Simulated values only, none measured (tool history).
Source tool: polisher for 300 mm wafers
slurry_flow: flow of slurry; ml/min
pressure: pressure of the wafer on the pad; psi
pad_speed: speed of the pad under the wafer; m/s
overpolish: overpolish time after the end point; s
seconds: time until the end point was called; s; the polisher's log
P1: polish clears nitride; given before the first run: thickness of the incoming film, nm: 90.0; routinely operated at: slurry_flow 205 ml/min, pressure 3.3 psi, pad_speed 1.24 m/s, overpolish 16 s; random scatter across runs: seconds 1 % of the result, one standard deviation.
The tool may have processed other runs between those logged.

| run | hour | slurry_flow | pressure | pad_speed | overpolish | seconds |
|---|---|---|---|---|---|---|
| 1 | 12.9 | 205 | 3.3 | 1.24 | 16 | 70.664 |
| 2 | 26.8 | 205 | 5.2 | 1.24 | 16 | 45.121 |
| 3 | 40.7 | 205 | 3.3 | 1.24 | 16 | 71.635 |
| 4 | 52.2 | 265 | 1.7 | 1.24 | 16 | 131.1 |
| 5 | 64.4 | 205 | 3.3 | 1.24 | 16 | 70.283 |
| 6 | 73.9 | 125 | 3.3 | 1.24 | 16 | 78.705 |
| 7 | 86.7 | 205 | 3.3 | 1.24 | 16 | 71.47 |
| 8 | 94.2 | 205 | 1.5 | 1.24 | 16 | 158.49 |
| 9 | 104.4 | 205 | 3.3 | 0.68 | 16 | 130.58 |
| 10 | 113.1 | 205 | 4.7 | 1.82 | 16 | 34.141 |
| 11 | 127.3 | 315 | 3.3 | 1.24 | 16 | 69.009 |
| 12 | 136.8 | 205 | 3.3 | 1.24 | 6 | 71.643 |
| 13 | 146.6 | 205 | 3.3 | 1.24 | 16 | 72.035 |
| 14 | 158.8 | 265 | 3.3 | 1.24 | 5 | 68.587 |
| 15 | 167 | 205 | 3.3 | 1.62 | 16 | 54.822 |
| 16 | 179.5 | 205 | 3.3 | 1.24 | 30 | 71.069 |
| 17 | 187.3 | 205 | 3.3 | 1.24 | 16 | 71.282 |
| 18 | 199 | 205 | 3.3 | 1.24 | 16 | 72.816 |
| 19 | 208.1 | 205 | 3.3 | 1.24 | 16 | 74.412 |
| 20 | 217.5 | 205 | 3.3 | 1.24 | 16 | 74.426 |
| 21 | 232.2 | 205 | 3.3 | 1.24 | 16 | 74.61 |
| 22 | 244.5 | 205 | 3.3 | 1.24 | 16 | 75.755 |
| 23 | 255.6 | 205 | 3.3 | 1.24 | 16 | 76.146 |
| 24 | 270 | 205 | 3.3 | 1.24 | 16 | 77.597 |
|  | 280.8 | head pressure recalibrated |
| 25 | 282.6 | 205 | 3.3 | 1.24 | 16 | 77.011 |
| 26 | 294.2 | 205 | 3.3 | 1.24 | 16 | 76.384 |
| 27 | 307 | 205 | 3.3 | 1.24 | 16 | 78.062 |
| 28 | 315.8 | 205 | 3.3 | 1.24 | 16 | 76.117 |

Something has made what P1 gives creep away from where it was; the 2 causes below, each at its own stated size, fit the log equally well:
A: removal rate lost through wear of the pad, % = 7.68
B: slurry flow missing at the pad, % = 38.6
The gradual shift began around hour 187.3.
Ruled out, with reasons:
head's pressure below its setpoint, %: its service at hour 280.8 followed the start of the drift and did not put the process back to its old value

The list below offers 4 check runs, each averaging the results of 3 wafers, and shows each result as a question mark. For which of them would the listed causes give clearly different results?
| check 1 | 324.6 | 205 | 2 | 1.24 | 16 | ? |
| check 2 | 324.6 | 205 | 2.4 | 1.24 | 9 | ? |
| check 3 | 324.6 | 125 | 3.3 | 1.24 | 16 | ? |
| check 4 | 324.6 | 205 | 1.8 | 1.24 | 16 | ? |

If the cause were each of the candidates in turn, the checks would give the following:
| check | result | if A | if B |
|---|---|---|---|
| check 1 | seconds | 127.51 | 127.5 |
| check 2 | seconds | 106.26 | 106.25 |
| check 3 | seconds | 83.822 | 87.663 |
| check 4 | seconds | 141.68 | 141.67 |
Per-check spread between the two closest causes, in the result where they differ most: check 1 0 %; check 2 0 %; check 3 4.48 %; check 4 0 %
Check 3 is the one run that separates the causes; every other check would come out nearly the same whichever cause is at work.

The results of check 3 are: seconds 83.524 s. Based on these, which of the listed causes is it?

It is A: removal rate lost through wear of the pad, %.
